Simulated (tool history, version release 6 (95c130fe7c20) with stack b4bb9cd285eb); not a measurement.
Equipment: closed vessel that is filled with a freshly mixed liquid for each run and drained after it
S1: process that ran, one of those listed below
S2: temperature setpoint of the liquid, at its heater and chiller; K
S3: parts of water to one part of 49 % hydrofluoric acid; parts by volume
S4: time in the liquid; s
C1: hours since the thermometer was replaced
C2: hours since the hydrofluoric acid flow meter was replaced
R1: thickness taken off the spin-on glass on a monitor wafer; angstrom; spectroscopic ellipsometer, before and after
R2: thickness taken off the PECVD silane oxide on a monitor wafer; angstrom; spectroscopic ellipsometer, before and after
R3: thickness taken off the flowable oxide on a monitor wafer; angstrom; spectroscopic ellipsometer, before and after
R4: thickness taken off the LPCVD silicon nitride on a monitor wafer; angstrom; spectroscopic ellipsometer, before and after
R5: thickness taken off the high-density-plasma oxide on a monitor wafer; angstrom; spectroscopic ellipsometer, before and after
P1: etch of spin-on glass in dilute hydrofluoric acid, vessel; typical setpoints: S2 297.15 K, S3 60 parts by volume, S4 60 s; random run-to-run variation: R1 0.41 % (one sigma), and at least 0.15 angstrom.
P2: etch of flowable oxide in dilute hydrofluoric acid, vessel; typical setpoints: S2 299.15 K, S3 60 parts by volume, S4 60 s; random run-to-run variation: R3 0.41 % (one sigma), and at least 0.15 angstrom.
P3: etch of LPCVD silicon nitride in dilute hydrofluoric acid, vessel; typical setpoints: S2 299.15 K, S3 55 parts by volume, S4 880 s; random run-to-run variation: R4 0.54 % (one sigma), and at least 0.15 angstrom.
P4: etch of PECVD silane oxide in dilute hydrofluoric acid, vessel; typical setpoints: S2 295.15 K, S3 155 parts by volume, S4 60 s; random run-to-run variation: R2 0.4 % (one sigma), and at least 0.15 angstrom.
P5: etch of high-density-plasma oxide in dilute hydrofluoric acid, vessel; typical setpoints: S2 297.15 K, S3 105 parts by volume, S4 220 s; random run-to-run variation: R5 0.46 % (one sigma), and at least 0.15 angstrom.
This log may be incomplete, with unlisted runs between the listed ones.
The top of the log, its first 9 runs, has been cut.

run	hour	S1	S2	S3	S4	C1	C2	R1	R2	R3	R4	R5
10	68.5	P5	290.15	105	220	2178.7	690.7					88.363
11	76.6	P1	290.15	35	60	2186.8	698.8	465.16				
12	86.4	P5	297.15	105	30	2196.6	708.6					15.984
13	96.5	P3	299.15	55	880	2206.7	718.7				82.854	
14	107.8	P1	290.15	60	60	2218	730	262.99				
15	117.2	P3	299.15	35	880	2227.4	739.4				129.1	
16	123.5	P1	291.15	60	30	2233.7	745.7	136.99				
17	129.9	P1	297.15	90	60	2240.1	752.1	225.82				
# hour 131: hydrofluoric acid flow meter replaced
18	136.8	P5	297.15	35	220	2247	5.8					381.4
19	147	P1	301.65	60	60	2257.2	16	423.39				
20	155.2	P5	297.15	105	220	2265.4	24.2					116.96
21	166.5	P2	299.15	95	60	2276.7	35.5			233.6		
22	175.4	P3	299.15	55	1745	2285.6	44.4				163.8	
23	186.1	P1	297.15	60	60	2296.3	55.1	350.76				

For run 24, what comes out?
24	196.6	P1	297.15	60	60	2306.8	65.6	?				

{"run 24": {"R1": 353.69}}
